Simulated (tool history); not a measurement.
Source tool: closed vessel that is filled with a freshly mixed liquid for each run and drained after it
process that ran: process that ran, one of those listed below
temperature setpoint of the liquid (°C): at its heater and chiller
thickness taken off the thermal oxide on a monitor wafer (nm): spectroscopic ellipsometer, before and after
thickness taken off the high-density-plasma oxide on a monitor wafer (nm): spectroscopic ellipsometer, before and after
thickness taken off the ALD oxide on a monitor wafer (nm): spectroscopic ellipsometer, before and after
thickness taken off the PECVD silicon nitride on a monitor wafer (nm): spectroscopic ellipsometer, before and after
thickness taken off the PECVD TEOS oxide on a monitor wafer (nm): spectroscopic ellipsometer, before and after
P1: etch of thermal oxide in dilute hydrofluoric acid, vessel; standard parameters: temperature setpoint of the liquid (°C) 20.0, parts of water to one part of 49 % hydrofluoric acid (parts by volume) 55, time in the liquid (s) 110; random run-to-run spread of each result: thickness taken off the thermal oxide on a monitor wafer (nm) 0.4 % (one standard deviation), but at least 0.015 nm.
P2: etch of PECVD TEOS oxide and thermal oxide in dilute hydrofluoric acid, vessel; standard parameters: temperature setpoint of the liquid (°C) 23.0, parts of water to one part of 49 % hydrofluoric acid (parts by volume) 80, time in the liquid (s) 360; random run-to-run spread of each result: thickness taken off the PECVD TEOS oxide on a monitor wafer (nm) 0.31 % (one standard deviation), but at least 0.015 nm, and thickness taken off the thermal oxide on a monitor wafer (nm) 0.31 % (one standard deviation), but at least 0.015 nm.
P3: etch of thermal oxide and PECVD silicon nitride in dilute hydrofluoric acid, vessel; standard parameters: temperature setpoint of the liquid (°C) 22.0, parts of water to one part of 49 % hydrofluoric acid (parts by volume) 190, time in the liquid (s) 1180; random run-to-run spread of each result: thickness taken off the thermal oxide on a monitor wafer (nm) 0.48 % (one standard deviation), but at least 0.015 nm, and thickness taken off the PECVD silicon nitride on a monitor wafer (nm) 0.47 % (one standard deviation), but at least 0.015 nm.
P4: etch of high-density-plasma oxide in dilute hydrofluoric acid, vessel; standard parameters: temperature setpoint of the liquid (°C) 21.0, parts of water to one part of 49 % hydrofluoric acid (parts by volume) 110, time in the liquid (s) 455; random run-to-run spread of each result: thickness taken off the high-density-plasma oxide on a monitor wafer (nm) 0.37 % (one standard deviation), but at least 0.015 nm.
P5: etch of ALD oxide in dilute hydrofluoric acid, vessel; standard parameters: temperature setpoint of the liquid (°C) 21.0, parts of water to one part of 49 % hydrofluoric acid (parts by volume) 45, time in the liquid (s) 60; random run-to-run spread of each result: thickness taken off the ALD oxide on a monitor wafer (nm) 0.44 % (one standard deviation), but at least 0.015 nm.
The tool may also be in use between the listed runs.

run    day  process that ran  temperature setpoint of the liquid (°C)  parts of water to one part of 49 % hydrofluoric acid (parts by volume)  time in the liquid (s)  hours since the thermometer was replaced  hours since the hydrofluoric acid flow meter was replaced  thickness taken off the thermal oxide on a monitor wafer (nm)  thickness taken off the high-density-plasma oxide on a monitor wafer (nm)  thickness taken off the ALD oxide on a monitor wafer (nm)  thickness taken off the PECVD silicon nitride on a monitor wafer (nm)  thickness taken off the PECVD TEOS oxide on a monitor wafer (nm)
  1  0.354                P1                                     20.0                                                                      55                     110                                     666.3                                                      692.0                                                         8.3932
  2  0.729                P4                                     21.0                                                                     110                     455                                     675.3                                                      701.0                                                                                                                                   17.9430
  3  0.904                P1                                     20.0                                                                      55                     110                                     679.5                                                      705.2                                                         8.3694
  4  1.154                P1                                     20.0                                                                      55                     110                                     685.5                                                      711.2                                                         8.3042
  5  1.462                P5                                     21.0                                                                      45                      95                                     692.9                                                      718.6                                                                                                                                                                                               53.379
  6  1.812                P1                                     20.0                                                                      55                     110                                     701.3                                                      727.0                                                         8.3781
  7  2.092                P4                                     17.0                                                                     110                     455                                     708.0                                                      733.7                                                                                                                                   15.1910
  8  2.333                P5                                     21.0                                                                      45                      60                                     713.8                                                      739.5                                                                                                                                                                                               33.441
  9  2.550                P1                                     20.0                                                                      55                     110                                     719.0                                                      744.7                                                         8.4267
 10  2.862                P5                                     21.0                                                                      45                      60                                     726.5                                                      752.2                                                                                                                                                                                               33.881
 11  3.121                P5                                     21.0                                                                      20                      60                                     732.7                                                      758.4                                                                                                                                                                                               77.743
 12  3.304                P1                                     20.0                                                                      55                     210                                     737.1                                                      762.8                                                        15.9220
 13  3.492                P1                                     20.0                                                                      95                     110                                     741.6                                                      767.3                                                         4.6088
 14  3.712                P4                                     21.0                                                                      35                     455                                     746.9                                                      772.6                                                                                                                                   61.3790
 15  4.046                P3                                     22.0                                                                     190                    1180                                     754.9                                                      780.6                                                        23.9390                                                                                                                                                                                                      10.1010
 16  4.262                P2                                     23.0                                                                     110                     360                                     760.1                                                      785.8                                                        14.6910                                                                                                                                                                                                                                                                         34.572
 17  4.438                P3                                     22.0                                                                     335                    1180                                     764.3                                                      790.0                                                        11.7990                                                                                                                                                                                                       5.8264
 18  4.621                P1                                     20.0                                                                      55                     110                                     768.7                                                      794.4                                                         8.3168
 19  4.829                P1                                     20.0                                                                      55                      30                                     773.7                                                      799.4                                                         2.2837
 20  5.133                P1                                     17.0                                                                      55                     155                                     781.0                                                      806.7                                                        10.4100
 21  5.375                P1                                     27.5                                                                      55                     110                                     786.8                                                      812.5                                                        11.2910
 22  5.617                P4                                     21.0                                                                     110                      30                                     792.6                                                      818.3                                                                                                                                    1.1901
 23  5.967                P2                                     17.0                                                                      80                     360                                     801.0                                                      826.7                                                        16.3310                                                                                                                                                                                                                                                                         38.484
 24  6.200                P1                                     26.5                                                                      55                      50                                     806.6                                                      832.3                                                         4.9772
 25  6.404                P2                                     23.0                                                                      80                     515                                     811.5                                                      837.2                                                        29.8380                                                                                                                                                                                                                                                                         70.555
 26  6.758                P1                                     20.0                                                                      55                     110                                     820.0                                                      845.7                                                         8.3821
 27  6.950                P3                                     22.0                                                                     190                    2330                                     824.6                                                      850.3                                                        47.2150                                                                                                                                                                                                      19.8860

Run 28 is up next; what results do you expect?
 28  7.129                P3                                     25.5                                                                     190                    1180                                     828.9                                                      854.6                                                              ?                                                                                                                                                                                                            ?

{"run 28": {"thickness taken off the thermal oxide on a monitor wafer (nm)": 27.279, "thickness taken off the PECVD silicon nitride on a monitor wafer (nm)": 12.622}}
